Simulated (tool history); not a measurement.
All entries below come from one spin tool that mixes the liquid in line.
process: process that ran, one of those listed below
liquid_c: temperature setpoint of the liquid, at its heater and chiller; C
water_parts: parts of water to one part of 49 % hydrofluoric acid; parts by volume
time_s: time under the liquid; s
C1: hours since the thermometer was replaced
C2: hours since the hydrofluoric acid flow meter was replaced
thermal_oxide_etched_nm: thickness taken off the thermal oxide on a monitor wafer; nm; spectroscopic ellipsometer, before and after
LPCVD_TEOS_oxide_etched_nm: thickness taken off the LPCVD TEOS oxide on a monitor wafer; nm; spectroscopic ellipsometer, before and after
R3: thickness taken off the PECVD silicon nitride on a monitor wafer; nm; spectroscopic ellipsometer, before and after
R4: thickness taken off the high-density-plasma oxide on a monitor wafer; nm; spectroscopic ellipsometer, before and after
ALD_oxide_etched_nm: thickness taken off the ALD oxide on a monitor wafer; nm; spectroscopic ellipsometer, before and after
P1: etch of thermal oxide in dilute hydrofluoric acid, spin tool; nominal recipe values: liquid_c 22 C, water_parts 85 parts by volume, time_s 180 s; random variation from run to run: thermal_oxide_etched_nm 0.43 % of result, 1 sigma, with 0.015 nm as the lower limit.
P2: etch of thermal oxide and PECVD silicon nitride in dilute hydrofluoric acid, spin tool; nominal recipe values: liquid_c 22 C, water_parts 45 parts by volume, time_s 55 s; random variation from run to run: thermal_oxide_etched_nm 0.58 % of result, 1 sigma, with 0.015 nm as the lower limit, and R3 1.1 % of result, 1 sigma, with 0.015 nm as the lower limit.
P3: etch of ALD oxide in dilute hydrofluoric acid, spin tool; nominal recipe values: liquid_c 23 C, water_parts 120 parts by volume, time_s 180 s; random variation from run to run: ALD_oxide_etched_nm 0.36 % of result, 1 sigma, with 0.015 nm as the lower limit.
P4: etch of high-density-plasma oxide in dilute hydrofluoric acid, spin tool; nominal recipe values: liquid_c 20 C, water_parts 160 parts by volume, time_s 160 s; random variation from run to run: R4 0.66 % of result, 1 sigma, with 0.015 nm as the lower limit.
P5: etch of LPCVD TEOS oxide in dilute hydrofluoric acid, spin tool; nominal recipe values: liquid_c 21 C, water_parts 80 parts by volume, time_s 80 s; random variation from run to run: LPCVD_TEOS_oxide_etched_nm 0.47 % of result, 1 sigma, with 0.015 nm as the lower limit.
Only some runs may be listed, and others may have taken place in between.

Run 1, hour 5.1: process P1, liquid_c 22 C, water_parts 85 parts by volume, time_s 180 s; C1 360.8; C2 474.4. Result: thermal_oxide_etched_nm 9.705 nm.
Run 2, hour 7.4: process P1, liquid_c 22 C, water_parts 85 parts by volume, time_s 180 s; C1 363.1; C2 476.7. Result: thermal_oxide_etched_nm 9.7498 nm.
Run 3, hour 12.6: process P5, liquid_c 21 C, water_parts 80 parts by volume, time_s 135 s; C1 368.3; C2 481.9. Result: LPCVD_TEOS_oxide_etched_nm 36.325 nm.
Run 4, hour 17.2: process P2, liquid_c 22 C, water_parts 45 parts by volume, time_s 55 s; C1 372.9; C2 486.5. Result: thermal_oxide_etched_nm 5.6177 nm, R3 1.9782 nm.
Run 5, hour 20.5: process P1, liquid_c 22 C, water_parts 85 parts by volume, time_s 180 s; C1 376.2; C2 489.8. Result: thermal_oxide_etched_nm 9.7022 nm.
Run 6, hour 25.6: process P5, liquid_c 21 C, water_parts 80 parts by volume, time_s 80 s; C1 381.3; C2 494.9. Result: LPCVD_TEOS_oxide_etched_nm 21.43 nm.
Run 7, hour 29.1: process P4, liquid_c 20 C, water_parts 160 parts by volume, time_s 160 s; C1 384.8; C2 498.4. Result: R4 4.0704 nm.
Run 8, hour 34: process P3, liquid_c 28.5 C, water_parts 120 parts by volume, time_s 180 s; C1 389.7; C2 503.3. Result: ALD_oxide_etched_nm 21.289 nm.
Run 9, hour 39.4: process P1, liquid_c 28.5 C, water_parts 85 parts by volume, time_s 180 s; C1 395.1; C2 508.7. Result: thermal_oxide_etched_nm 12.52 nm.
Run 10, hour 44.6: process P1, liquid_c 22 C, water_parts 55 parts by volume, time_s 180 s; C1 400.3; C2 513.9. Result: thermal_oxide_etched_nm 15.641 nm.
Run 11, hour 48.3: process P4, liquid_c 20 C, water_parts 160 parts by volume, time_s 160 s; C1 404; C2 517.6. Result: R4 4.0538 nm.
Run 12, hour 53.6: process P1, liquid_c 27 C, water_parts 85 parts by volume, time_s 15 s; C1 409.3; C2 522.9. Result: thermal_oxide_etched_nm 0.97944 nm.
Run 13, hour 57.2: process P5, liquid_c 21 C, water_parts 45 parts by volume, time_s 80 s; C1 412.9; C2 526.5. Result: LPCVD_TEOS_oxide_etched_nm 39.516 nm.
Run 14, hour 60.8: process P1, liquid_c 22 C, water_parts 130 parts by volume, time_s 180 s; C1 416.5; C2 530.1. Result: thermal_oxide_etched_nm 6.0344 nm.
Run 15, hour 64.2: process P5, liquid_c 21 C, water_parts 80 parts by volume, time_s 80 s; C1 419.9; C2 533.5. Result: LPCVD_TEOS_oxide_etched_nm 21.587 nm.
Run 16, hour 68.7: process P1, liquid_c 22 C, water_parts 85 parts by volume, time_s 180 s; C1 424.4; C2 538. Result: thermal_oxide_etched_nm 9.7474 nm.
Run 17, hour 74: process P1, liquid_c 27.5 C, water_parts 25 parts by volume, time_s 180 s; C1 429.7; C2 543.3. Result: thermal_oxide_etched_nm 45.015 nm.
Run 18, hour 76.4: process P1, liquid_c 29.5 C, water_parts 140 parts by volume, time_s 180 s; C1 432.1; C2 545.7. Result: thermal_oxide_etched_nm 7.4002 nm.
Run 19, hour 81.5: process P1, liquid_c 18 C, water_parts 85 parts by volume, time_s 180 s; C1 437.2; C2 550.8. Result: thermal_oxide_etched_nm 8.2424 nm.
Run 20, hour 86.4: process P4, liquid_c 20 C, water_parts 160 parts by volume, time_s 260 s; C1 442.1; C2 555.7. Result: R4 6.6846 nm.
Run 21, hour 89.2: process P3, liquid_c 23 C, water_parts 120 parts by volume, time_s 180 s; C1 444.9; C2 558.5. Result: ALD_oxide_etched_nm 17.21 nm.
Run 22, hour 92.6: process P1, liquid_c 22 C, water_parts 85 parts by volume, time_s 180 s; C1 448.3; C2 561.9. Result: thermal_oxide_etched_nm 9.7771 nm.
Run 23, hour 96.5: process P5, liquid_c 27 C, water_parts 80 parts by volume, time_s 80 s; C1 452.2; C2 565.8. Result: LPCVD_TEOS_oxide_etched_nm 27.151 nm.
Run 24, hour 101.2: process P4, liquid_c 25 C, water_parts 160 parts by volume, time_s 160 s; C1 456.9; C2 570.5. Result: R4 4.9102 nm.
Run 25, hour 106.2: process P2, liquid_c 22 C, water_parts 45 parts by volume, time_s 105 s; C1 461.9; C2 575.5. Result: thermal_oxide_etched_nm 10.606 nm, R3 3.7597 nm.
At hour 110.8: hydrofluoric acid flow meter replaced.
Run 26, hour 111.4: process P2, liquid_c 22 C, water_parts 20 parts by volume, time_s 55 s; C1 467.1; C2 0.7. Result: thermal_oxide_etched_nm 13.083 nm, R3 4.3115 nm.
Run 27, hour 116.6: process P4, liquid_c 20 C, water_parts 240 parts by volume, time_s 160 s; C1 472.3; C2 5.9. Result: R4 2.5045 nm.
Run 28, hour 120.6: process P3, liquid_c 23 C, water_parts 120 parts by volume, time_s 300 s; C1 476.3; C2 9.9. Result: ALD_oxide_etched_nm 28.839 nm.
Run 29, hour 124: process P2, liquid_c 22 C, water_parts 45 parts by volume, time_s 55 s; C1 479.7; C2 13.3. Result: thermal_oxide_etched_nm 5.6076 nm, R3 2.0203 nm.
Run 30, hour 128.4: process P3, liquid_c 23 C, water_parts 165 parts by volume, time_s 180 s; C1 484.1; C2 17.7. Result: ALD_oxide_etched_nm 11.961 nm.
Run 31, hour 130.8: process P1, liquid_c 22 C, water_parts 85 parts by volume, time_s 50 s; C1 486.5; C2 20.1. Result: thermal_oxide_etched_nm 2.725 nm.
Run 32, hour 135.7: process P2, liquid_c 17 C, water_parts 45 parts by volume, time_s 55 s; C1 491.4; C2 25. Result: thermal_oxide_etched_nm 4.5388 nm, R3 1.3574 nm.
Run 33, hour 138: process P1, liquid_c 22 C, water_parts 85 parts by volume, time_s 300 s; C1 493.7; C2 27.3. Result: thermal_oxide_etched_nm 16.231 nm.
Run 34, hour 141.5: process P1, liquid_c 22 C, water_parts 85 parts by volume, time_s 180 s; C1 497.2; C2 30.8. Result: thermal_oxide_etched_nm 9.7058 nm.
Run 35, hour 144.4: process P1, liquid_c 22 C, water_parts 85 parts by volume, time_s 180 s; C1 500.1; C2 33.7. Result: thermal_oxide_etched_nm 10.086 nm.
Run 36, hour 148.7: process P1, liquid_c 22 C, water_parts 85 parts by volume, time_s 180 s; C1 504.4; C2 38. Result: thermal_oxide_etched_nm 10.232 nm.
Run 37, hour 152.4: process P1, liquid_c 22 C, water_parts 85 parts by volume, time_s 180 s; C1 508.1; C2 41.7. Result: thermal_oxide_etched_nm 10.57 nm.
Run 38, hour 154.7: process P1, liquid_c 22 C, water_parts 85 parts by volume, time_s 180 s; C1 510.4; C2 44. Result: thermal_oxide_etched_nm 10.435 nm.
Run 39, hour 158.7: process P1, liquid_c 22 C, water_parts 85 parts by volume, time_s 180 s; C1 514.4; C2 48. Result: thermal_oxide_etched_nm 10.535 nm.
Run 40, hour 163.6: process P1, liquid_c 22 C, water_parts 85 parts by volume, time_s 180 s; C1 519.3; C2 52.9. Result: thermal_oxide_etched_nm 10.463 nm.

P1 has crept away from where it was. The log is fitted equally well by each of these 2 causes, at the sizes shown:
A: hydrofluoric acid flow above the setpoint (%) = 8.26
B: liquid hotter than its thermometer reads (K) = 2.16
At approximately hour 141.5, the process output began to creep.

The 4 check runs listed below each average the results of 2 wafers, and their outcomes are marked with question marks. Under which run would the listed causes produce clearly different results?
Run check 1, hour 168.5: process P2, liquid_c 22 C, water_parts 45 parts by volume, time_s 55 s. Result: thermal_oxide_etched_nm ?, R3 ?.
Run check 2, hour 168.5: process P4, liquid_c 20 C, water_parts 160 parts by volume, time_s 160 s. Result: R4 ?.
Run check 3, hour 168.5: process P3, liquid_c 23 C, water_parts 120 parts by volume, time_s 180 s. Result: ALD_oxide_etched_nm ?.
Run check 4, hour 168.5: process P5, liquid_c 21 C, water_parts 80 parts by volume, time_s 80 s. Result: LPCVD_TEOS_oxide_etched_nm ?.

Expected result of each check under each candidate cause:
  check                      result    if A    if B
check 1     thermal_oxide_etched_nm  6.0826  6.1207
check 1                          R3  2.1203  2.2737
check 2                          R4  4.4795  4.4459
check 3         ALD_oxide_etched_nm  18.873  18.763
check 4  LPCVD_TEOS_oxide_etched_nm   23.37  23.412
Gap, in per cent, between the two causes that each check separates least, read from the result that separates them most: check 1 6.99 %; check 2 0.75 %; check 3 0.59 %; check 4 0.18 %
The other checks would show nearly matching results whichever cause is true, so check 1 is the only one that separates the causes.

Check 1 was then run and gave: thermal_oxide_etched_nm 6.0526 nm; R3 2.13 nm. Which cause is it?

The cause is A: hydrofluoric acid flow above the setpoint (%).
